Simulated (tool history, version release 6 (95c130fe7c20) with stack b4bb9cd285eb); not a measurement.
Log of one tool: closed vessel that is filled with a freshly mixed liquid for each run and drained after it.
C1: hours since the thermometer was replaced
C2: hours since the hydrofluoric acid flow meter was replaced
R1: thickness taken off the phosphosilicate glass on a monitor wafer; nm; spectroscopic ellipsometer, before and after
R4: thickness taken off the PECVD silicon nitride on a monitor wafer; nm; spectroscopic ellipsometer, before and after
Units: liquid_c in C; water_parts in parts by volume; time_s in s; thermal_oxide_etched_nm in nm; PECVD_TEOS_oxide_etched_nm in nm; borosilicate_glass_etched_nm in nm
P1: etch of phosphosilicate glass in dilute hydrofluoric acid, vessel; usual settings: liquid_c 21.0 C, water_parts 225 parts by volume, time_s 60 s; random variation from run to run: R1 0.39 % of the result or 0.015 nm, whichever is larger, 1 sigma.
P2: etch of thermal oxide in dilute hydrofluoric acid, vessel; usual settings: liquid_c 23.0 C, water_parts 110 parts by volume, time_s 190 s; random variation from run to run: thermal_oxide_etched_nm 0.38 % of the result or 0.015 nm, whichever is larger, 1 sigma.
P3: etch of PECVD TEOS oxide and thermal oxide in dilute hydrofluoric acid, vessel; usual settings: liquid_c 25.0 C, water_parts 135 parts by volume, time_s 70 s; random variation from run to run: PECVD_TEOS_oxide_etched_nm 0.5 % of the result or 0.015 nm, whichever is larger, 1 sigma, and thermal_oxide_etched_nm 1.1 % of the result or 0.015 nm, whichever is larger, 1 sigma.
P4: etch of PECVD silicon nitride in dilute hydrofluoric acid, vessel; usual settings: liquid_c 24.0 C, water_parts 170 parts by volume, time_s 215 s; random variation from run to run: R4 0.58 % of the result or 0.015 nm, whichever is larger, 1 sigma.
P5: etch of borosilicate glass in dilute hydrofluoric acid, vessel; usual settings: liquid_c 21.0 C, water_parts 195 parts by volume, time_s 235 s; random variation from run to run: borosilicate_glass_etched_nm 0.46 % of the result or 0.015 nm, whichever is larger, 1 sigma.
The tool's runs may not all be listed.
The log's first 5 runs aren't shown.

Run 6, day 1.429: process P3, liquid_c 25.0 C, water_parts 240 parts by volume, time_s 70 s; C1 244.7; C2 272.4. Result: thermal_oxide_etched_nm 1.2572 nm, PECVD_TEOS_oxide_etched_nm 2.1759 nm.
Run 7, day 1.667: process P1, liquid_c 21.0 C, water_parts 225 parts by volume, time_s 60 s; C1 250.4; C2 278.1. Result: R1 28.260 nm.
Run 8, day 1.912: process P2, liquid_c 28.5 C, water_parts 110 parts by volume, time_s 190 s; C1 256.3; C2 284.0. Result: thermal_oxide_etched_nm 9.6229 nm.
Run 9, day 2.096: process P1, liquid_c 21.0 C, water_parts 325 parts by volume, time_s 60 s; C1 260.7; C2 288.4. Result: R1 17.833 nm.
At day 2.192: thermometer replaced.
Run 10, day 2.296: process P4, liquid_c 17.5 C, water_parts 170 parts by volume, time_s 215 s; C1 2.5; C2 293.2. Result: R4 2.9408 nm.
Run 11, day 2.442: process P2, liquid_c 23.0 C, water_parts 110 parts by volume, time_s 190 s; C1 6.0; C2 296.7. Result: thermal_oxide_etched_nm 7.6632 nm.
Run 12, day 2.746: process P1, liquid_c 17.0 C, water_parts 225 parts by volume, time_s 60 s; C1 13.3; C2 304.0. Result: R1 24.238 nm.
Run 13, day 2.896: process P3, liquid_c 25.0 C, water_parts 135 parts by volume, time_s 70 s; C1 16.9; C2 307.6. Result: thermal_oxide_etched_nm 2.5776 nm, PECVD_TEOS_oxide_etched_nm 4.3017 nm.
Run 14, day 3.208: process P5, liquid_c 21.0 C, water_parts 315 parts by volume, time_s 235 s; C1 24.4; C2 315.1. Result: borosilicate_glass_etched_nm 22.683 nm.
Run 15, day 3.346: process P1, liquid_c 21.0 C, water_parts 225 parts by volume, time_s 60 s; C1 27.7; C2 318.4. Result: R1 28.296 nm.
Run 16, day 3.638: process P1, liquid_c 21.0 C, water_parts 225 parts by volume, time_s 30 s; C1 34.7; C2 325.4. Result: R1 14.192 nm.
Run 17, day 3.921: process P2, liquid_c 23.0 C, water_parts 110 parts by volume, time_s 380 s; C1 41.5; C2 332.2. Result: thermal_oxide_etched_nm 15.4820 nm.
Run 18, day 4.142: process P4, liquid_c 24.0 C, water_parts 170 parts by volume, time_s 215 s; C1 46.8; C2 337.5. Result: R4 4.4290 nm.
Run 19, day 4.417: process P1, liquid_c 21.0 C, water_parts 225 parts by volume, time_s 60 s; C1 53.4; C2 344.1. Result: R1 28.160 nm.
Run 20, day 4.558: process P5, liquid_c 17.0 C, water_parts 195 parts by volume, time_s 235 s; C1 56.8; C2 347.5. Result: borosilicate_glass_etched_nm 35.186 nm.
Run 21, day 4.821: process P3, liquid_c 25.0 C, water_parts 135 parts by volume, time_s 125 s; C1 63.1; C2 353.8. Result: thermal_oxide_etched_nm 4.5761 nm, PECVD_TEOS_oxide_etched_nm 7.7259 nm.
Run 22, day 4.979: process P4, liquid_c 24.0 C, water_parts 170 parts by volume, time_s 215 s; C1 66.9; C2 357.6. Result: R4 4.4947 nm.
Run 23, day 5.121: process P2, liquid_c 23.0 C, water_parts 50 parts by volume, time_s 190 s; C1 70.3; C2 361.0. Result: thermal_oxide_etched_nm 18.2640 nm.
Run 24, day 5.279: process P1, liquid_c 21.0 C, water_parts 225 parts by volume, time_s 120 s; C1 74.1; C2 364.8. Result: R1 56.456 nm.
Run 25, day 5.558: process P1, liquid_c 21.0 C, water_parts 360 parts by volume, time_s 110 s; C1 80.8; C2 371.5. Result: R1 28.724 nm.
Run 26, day 5.708: process P5, liquid_c 21.0 C, water_parts 195 parts by volume, time_s 235 s; C1 84.4; C2 375.1. Result: borosilicate_glass_etched_nm 40.904 nm.
Run 27, day 5.938: process P4, liquid_c 24.0 C, water_parts 105 parts by volume, time_s 215 s; C1 89.9; C2 380.6. Result: R4 7.1288 nm.
Run 28, day 6.200: process P5, liquid_c 21.0 C, water_parts 195 parts by volume, time_s 440 s; C1 96.2; C2 386.9. Result: borosilicate_glass_etched_nm 77.025 nm.
Run 29, day 6.408: process P3, liquid_c 18.0 C, water_parts 135 parts by volume, time_s 70 s; C1 101.2; C2 391.9. Result: thermal_oxide_etched_nm 1.9701 nm, PECVD_TEOS_oxide_etched_nm 3.2501 nm.
Run 30, day 6.554: process P1, liquid_c 21.0 C, water_parts 95 parts by volume, time_s 60 s; C1 104.7; C2 395.4. Result: R1 76.638 nm.

The next listed run, before its measurement:
Run 31, day 6.758: process P4, liquid_c 24.0 C, water_parts 170 parts by volume, time_s 120 s; C1 109.6; C2 400.3. Result: R4 ?.

Run 31 gave R4 2.5511 nm.
